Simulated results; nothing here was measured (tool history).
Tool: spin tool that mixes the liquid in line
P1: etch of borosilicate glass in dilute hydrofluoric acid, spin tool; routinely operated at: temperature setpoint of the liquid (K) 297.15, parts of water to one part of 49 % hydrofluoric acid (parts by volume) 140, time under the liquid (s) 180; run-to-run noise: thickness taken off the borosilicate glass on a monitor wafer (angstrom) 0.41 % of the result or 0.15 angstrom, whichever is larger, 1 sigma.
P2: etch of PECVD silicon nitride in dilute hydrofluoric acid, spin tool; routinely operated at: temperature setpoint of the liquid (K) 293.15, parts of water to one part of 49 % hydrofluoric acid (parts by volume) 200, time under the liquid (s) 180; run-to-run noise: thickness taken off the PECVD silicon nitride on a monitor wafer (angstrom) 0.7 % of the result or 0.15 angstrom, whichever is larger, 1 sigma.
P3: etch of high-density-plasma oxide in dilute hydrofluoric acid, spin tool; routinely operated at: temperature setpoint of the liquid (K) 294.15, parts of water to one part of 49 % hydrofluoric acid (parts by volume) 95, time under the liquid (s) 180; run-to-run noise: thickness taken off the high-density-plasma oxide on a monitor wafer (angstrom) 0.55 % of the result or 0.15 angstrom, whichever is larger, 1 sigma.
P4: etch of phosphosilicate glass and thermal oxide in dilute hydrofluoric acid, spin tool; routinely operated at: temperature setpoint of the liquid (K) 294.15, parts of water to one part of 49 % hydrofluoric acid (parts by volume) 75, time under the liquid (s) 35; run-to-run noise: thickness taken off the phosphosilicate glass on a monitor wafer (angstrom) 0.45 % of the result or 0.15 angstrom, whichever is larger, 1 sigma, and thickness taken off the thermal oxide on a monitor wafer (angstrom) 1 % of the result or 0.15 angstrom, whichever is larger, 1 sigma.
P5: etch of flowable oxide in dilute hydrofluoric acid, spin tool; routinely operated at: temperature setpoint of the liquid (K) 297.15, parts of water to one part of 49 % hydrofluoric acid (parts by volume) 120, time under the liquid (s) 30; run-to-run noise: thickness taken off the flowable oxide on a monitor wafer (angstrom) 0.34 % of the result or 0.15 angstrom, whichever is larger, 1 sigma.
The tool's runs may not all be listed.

run  hour  process that ran  temperature setpoint of the liquid (K)  parts of water to one part of 49 % hydrofluoric acid (parts by volume)  time under the liquid (s)  thickness taken off the borosilicate glass on a monitor wafer (angstrom)  thickness taken off the phosphosilicate glass on a monitor wafer (angstrom)  thickness taken off the thermal oxide on a monitor wafer (angstrom)  thickness taken off the PECVD silicon nitride on a monitor wafer (angstrom)  thickness taken off the flowable oxide on a monitor wafer (angstrom)  thickness taken off the high-density-plasma oxide on a monitor wafer (angstrom)
  1     3                P1                                  297.15                                                                     140                        180                                                                    327.47
  2   6.4                P4                                  294.15                                                                      75                         35                                                                                                                                                  346.4                                                               19.855
  3   9.4                P2                                  293.15                                                                     200                        180                                                                                                                                                                                                                                                                                                   35.624
  4  14.2                P1                                  297.15                                                                      60                        275                                                                    1289.9
  5  16.7                P1                                  297.15                                                                     200                        180                                                                    214.25
  6  21.6                P5                                  290.65                                                                     120                         30                                                                                                                                                                                                                                                                                                                                                                            102
  7  24.3                P1                                  297.15                                                                     140                        180                                                                    326.89
  8  28.7                P5                                  297.15                                                                     120                         30                                                                                                                                                                                                                                                                                                                                                                         132.04
  9  33.5                P2                                  293.15                                                                     125                        180                                                                                                                                                                                                                                                                                                   56.162
 10  37.4                P1                                  301.15                                                                     140                         15                                                                    31.673
 11    41                P4                                  294.15                                                                     125                         35                                                                                                                                                 197.31                                                               11.697
 12  44.3                P1                                  297.15                                                                     140                         60                                                                    110.02
 13  48.6                P3                                  294.15                                                                      95                         20                                                                                                                                                                                                                                                                                                                                                                                                                                                          9.5492
 14  52.4                P1                                  297.15                                                                     140                        345                                                                    630.23
 15  57.4                P4                                  294.15                                                                      75                         15                                                                                                                                                 148.82                                                               8.5444
 16  59.9                P3                                  294.15                                                                      95                        180                                                                                                                                                                                                                                                                                                                                                                                                                                                          86.959
 17  64.8                P3                                  294.15                                                                      35                        180                                                                                                                                                                                                                                                                                                                                                                                                                                                          253.78
 18  69.5                P1                                  291.15                                                                     140                        180                                                                    256.61
 19    73                P1                                  297.15                                                                      40                        180                                                                    1297.9
 20  76.3                P3                                  302.65                                                                      95                        180                                                                                                                                                                                                                                                                                                                                                                                                                                                          121.77
     78.4  -- thermometer replaced
 21  80.3                P1                                  297.15                                                                     140                        180                                                                    324.06
 22  83.8                P4                                  301.15                                                                      75                         35                                                                                                                                                 457.79                                                               26.958
 23  86.8                P5                                  297.15                                                                     120                         50                                                                                                                                                                                                                                                                                                                                                                         219.29
 24  90.9                P1                                  297.15                                                                     140                        180                                                                    325.59
 25  96.3                P2                                  300.65                                                                     200                        180                                                                                                                                                                                                                                                                                                   57.621

Run 26 is up next; what results do you expect?
 26   101                P1                                  301.65                                                                     140                        180                                                                         ?

{"run 26": {"thickness taken off the borosilicate glass on a monitor wafer (angstrom)": 388.15}}

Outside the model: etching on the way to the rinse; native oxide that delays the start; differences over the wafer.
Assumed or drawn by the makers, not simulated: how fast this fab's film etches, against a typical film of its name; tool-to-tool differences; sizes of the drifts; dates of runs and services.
